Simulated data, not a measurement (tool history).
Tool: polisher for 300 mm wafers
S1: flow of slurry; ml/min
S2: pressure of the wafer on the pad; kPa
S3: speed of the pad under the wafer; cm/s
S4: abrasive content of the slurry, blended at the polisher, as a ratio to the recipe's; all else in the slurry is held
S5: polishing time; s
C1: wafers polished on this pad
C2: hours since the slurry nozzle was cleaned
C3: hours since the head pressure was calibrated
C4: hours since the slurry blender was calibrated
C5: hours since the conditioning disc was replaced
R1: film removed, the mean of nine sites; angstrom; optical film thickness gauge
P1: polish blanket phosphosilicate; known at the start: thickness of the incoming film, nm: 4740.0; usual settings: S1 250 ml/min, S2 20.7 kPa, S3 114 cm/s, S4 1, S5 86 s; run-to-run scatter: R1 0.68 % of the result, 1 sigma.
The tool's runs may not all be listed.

Run 1, hour 9.9: S1 250 ml/min, S2 20.7 kPa, S3 114 cm/s, S4 1, S5 86 s; C1 656; C2 210.2; C3 253.2; C4 32.4; C5 114.9. Result: R1 7536.8 angstrom.
Run 2, hour 16.9: S1 250 ml/min, S2 20.7 kPa, S3 114 cm/s, S4 1, S5 112 s; C1 716; C2 217.2; C3 260.2; C4 39.4; C5 121.9. Result: R1 9731.8 angstrom.
Run 3, hour 24.3: S1 250 ml/min, S2 9.7 kPa, S3 114 cm/s, S4 1, S5 86 s; C1 779; C2 224.6; C3 267.6; C4 46.8; C5 129.3. Result: R1 3570.9 angstrom.
Run 4, hour 30.9: S1 155 ml/min, S2 20.7 kPa, S3 114 cm/s, S4 1, S5 86 s; C1 836; C2 231.2; C3 274.2; C4 53.4; C5 135.9. Result: R1 7136.2 angstrom.
Run 5, hour 38.2: S1 250 ml/min, S2 20.7 kPa, S3 114 cm/s, S4 1, S5 86 s; C1 898; C2 238.5; C3 281.5; C4 60.7; C5 143.2. Result: R1 7522 angstrom.
Run 6, hour 44.8: S1 250 ml/min, S2 20.7 kPa, S3 174 cm/s, S4 1, S5 86 s; C1 955; C2 245.1; C3 288.1; C4 67.3; C5 149.8. Result: R1 10617 angstrom.
Run 7, hour 51.5: S1 250 ml/min, S2 20.7 kPa, S3 114 cm/s, S4 1, S5 86 s; C1 1012; C2 251.8; C3 294.8; C4 74; C5 156.5. Result: R1 7529 angstrom.
Run 8, hour 60.3: S1 250 ml/min, S2 20.7 kPa, S3 114 cm/s, S4 1, S5 56 s; C1 1088; C2 260.6; C3 303.6; C4 82.8; C5 165.3. Result: R1 4945.1 angstrom.
Run 9, hour 65.8: S1 180 ml/min, S2 27.6 kPa, S3 114 cm/s, S4 1, S5 86 s; C1 1135; C2 266.1; C3 309.1; C4 88.3; C5 170.8. Result: R1 9775.4 angstrom.
Run 10, hour 73.1: S1 250 ml/min, S2 20.7 kPa, S3 114 cm/s, S4 1, S5 86 s; C1 1198; C2 273.4; C3 316.4; C4 95.6; C5 178.1. Result: R1 7560.6 angstrom.
Run 11, hour 77.9: S1 250 ml/min, S2 30.3 kPa, S3 114 cm/s, S4 1, S5 120 s; C1 1239; C2 278.2; C3 321.2; C4 100.4; C5 182.9. Result: R1 15638 angstrom.
Run 12, hour 83.5: S1 250 ml/min, S2 20.7 kPa, S3 114 cm/s, S4 0.65, S5 86 s; C1 1287; C2 283.8; C3 326.8; C4 106; C5 188.5. Result: R1 6094.4 angstrom.
Run 13, hour 91.6: S1 250 ml/min, S2 20.7 kPa, S3 52 cm/s, S4 1, S5 86 s; C1 1356; C2 291.9; C3 334.9; C4 114.1; C5 196.6. Result: R1 4065.9 angstrom.
Run 14, hour 95.9: S1 250 ml/min, S2 20.7 kPa, S3 114 cm/s, S4 1, S5 86 s; C1 1393; C2 296.2; C3 339.2; C4 118.4; C5 200.9. Result: R1 7695.3 angstrom.
Run 15, hour 101.7: S1 250 ml/min, S2 20.7 kPa, S3 114 cm/s, S4 1, S5 86 s; C1 1443; C2 302; C3 345; C4 124.2; C5 206.7. Result: R1 7519.8 angstrom.
Run 16, hour 110.5: S1 250 ml/min, S2 31.7 kPa, S3 114 cm/s, S4 1, S5 86 s; C1 1518; C2 310.8; C3 353.8; C4 133; C5 215.5. Result: R1 11695 angstrom.
Run 17, hour 116: S1 250 ml/min, S2 9.7 kPa, S3 114 cm/s, S4 1.45, S5 86 s; C1 1565; C2 316.3; C3 359.3; C4 138.5; C5 221. Result: R1 4095.3 angstrom.
Run 18, hour 123: S1 250 ml/min, S2 20.7 kPa, S3 114 cm/s, S4 1.45, S5 86 s; C1 1625; C2 323.3; C3 366.3; C4 145.5; C5 228. Result: R1 8842.4 angstrom.
Run 19, hour 131.2: S1 350 ml/min, S2 20.7 kPa, S3 114 cm/s, S4 1, S5 86 s; C1 1696; C2 331.5; C3 374.5; C4 153.7; C5 236.2. Result: R1 7793.7 angstrom.
Run 20, hour 139.1: S1 250 ml/min, S2 20.7 kPa, S3 114 cm/s, S4 1, S5 86 s; C1 1764; C2 339.4; C3 382.4; C4 161.6; C5 244.1. Result: R1 7569.2 angstrom.
Run 21, hour 148.4: S1 250 ml/min, S2 20.7 kPa, S3 114 cm/s, S4 1, S5 86 s; C1 1843; C2 348.7; C3 391.7; C4 170.9; C5 253.4. Result: R1 7210.2 angstrom.
Run 22, hour 156.5: S1 250 ml/min, S2 20.7 kPa, S3 114 cm/s, S4 1, S5 86 s; C1 1913; C2 356.8; C3 399.8; C4 179; C5 261.5. Result: R1 7110 angstrom.
Run 23, hour 162.4: S1 250 ml/min, S2 20.7 kPa, S3 114 cm/s, S4 1, S5 86 s; C1 1963; C2 362.7; C3 405.7; C4 184.9; C5 267.4. Result: R1 6926.8 angstrom.
Run 24, hour 170.7: S1 250 ml/min, S2 20.7 kPa, S3 114 cm/s, S4 1, S5 86 s; C1 2035; C2 371; C3 414; C4 193.2; C5 275.7. Result: R1 6848.5 angstrom.
Run 25, hour 179.9: S1 250 ml/min, S2 20.7 kPa, S3 114 cm/s, S4 1, S5 86 s; C1 2113; C2 380.2; C3 423.2; C4 202.4; C5 284.9. Result: R1 6781.8 angstrom.
At hour 180.7: conditioning disc replaced and pad reconditioned.
Run 26, hour 188.8: S1 250 ml/min, S2 20.7 kPa, S3 114 cm/s, S4 1, S5 86 s; C1 2190; C2 389.1; C3 432.1; C4 211.3; C5 8.2. Result: R1 6686.2 angstrom.
At hour 190.5: head pressure recalibrated.
At hour 193: slurry nozzle cleaned.
Run 27, hour 194.1: S1 250 ml/min, S2 20.7 kPa, S3 114 cm/s, S4 1, S5 86 s; C1 2235; C2 1.1; C3 3.6; C4 216.6; C5 13.5. Result: R1 6706.5 angstrom.
Run 28, hour 203.7: S1 250 ml/min, S2 20.7 kPa, S3 114 cm/s, S4 1, S5 86 s; C1 2318; C2 10.7; C3 13.2; C4 226.2; C5 23.1. Result: R1 6754.5 angstrom.
Run 29, hour 208: S1 250 ml/min, S2 20.7 kPa, S3 114 cm/s, S4 1, S5 86 s; C1 2354; C2 15; C3 17.5; C4 230.5; C5 27.4. Result: R1 6690.1 angstrom.
Run 30, hour 216.7: S1 250 ml/min, S2 20.7 kPa, S3 114 cm/s, S4 1, S5 86 s; C1 2429; C2 23.7; C3 26.2; C4 239.2; C5 36.1. Result: R1 6621.4 angstrom.
Run 31, hour 221.5: S1 250 ml/min, S2 20.7 kPa, S3 114 cm/s, S4 1, S5 86 s; C1 2470; C2 28.5; C3 31; C4 244; C5 40.9. Result: R1 6676 angstrom.

What P1 gives has crept away from where it was. These 2 causes fit the log equally well, each at the size given:
A: removal rate lost through wear of the pad, % = 12.6
B: abrasive missing from the slurry, % = 24.1
The creep began at about hour 139.1.
Why every other cause is out:
slurry flow missing at the pad, %: serviced at hour 193, which brought nothing back
head's pressure below its setpoint, %: serviced at hour 190.5, which brought nothing back
time polished since the conditioner stopped cutting, s: serviced at hour 180.7, which brought nothing back

4 check runs are offered, each on 5 wafers whose results are averaged, their results left as question marks. Which one tells the causes apart?
Run check 1, hour 226.3: S1 250 ml/min, S2 20.7 kPa, S3 114 cm/s, S4 1.4, S5 86 s. Result: R1 ?.
Run check 2, hour 226.3: S1 250 ml/min, S2 20.7 kPa, S3 166 cm/s, S4 1, S5 86 s. Result: R1 ?.
Run check 3, hour 226.3: S1 250 ml/min, S2 11 kPa, S3 114 cm/s, S4 1, S5 86 s. Result: R1 ?.
Run check 4, hour 226.3: S1 250 ml/min, S2 26.2 kPa, S3 114 cm/s, S4 1, S5 86 s. Result: R1 ?.

What each check would give under each cause:
  check  result    if A    if B
check 1      R1  7618.9  7793.8
check 2      R1  8954.4  8953.1
check 3      R1  3535.7  3535.2
check 4      R1  8397.2    8396
How far apart the two closest causes lie, in the result that separates them most: check 1 2.27 %; check 2 0.01 %; check 3 0.01 %; check 4 0.01 %
Check 1 tells the causes apart: in the others they would give nearly the same result.

Check 1 was then run and gave: R1 7777.8 angstrom. Which cause is it?

It is B: abrasive missing from the slurry, %.
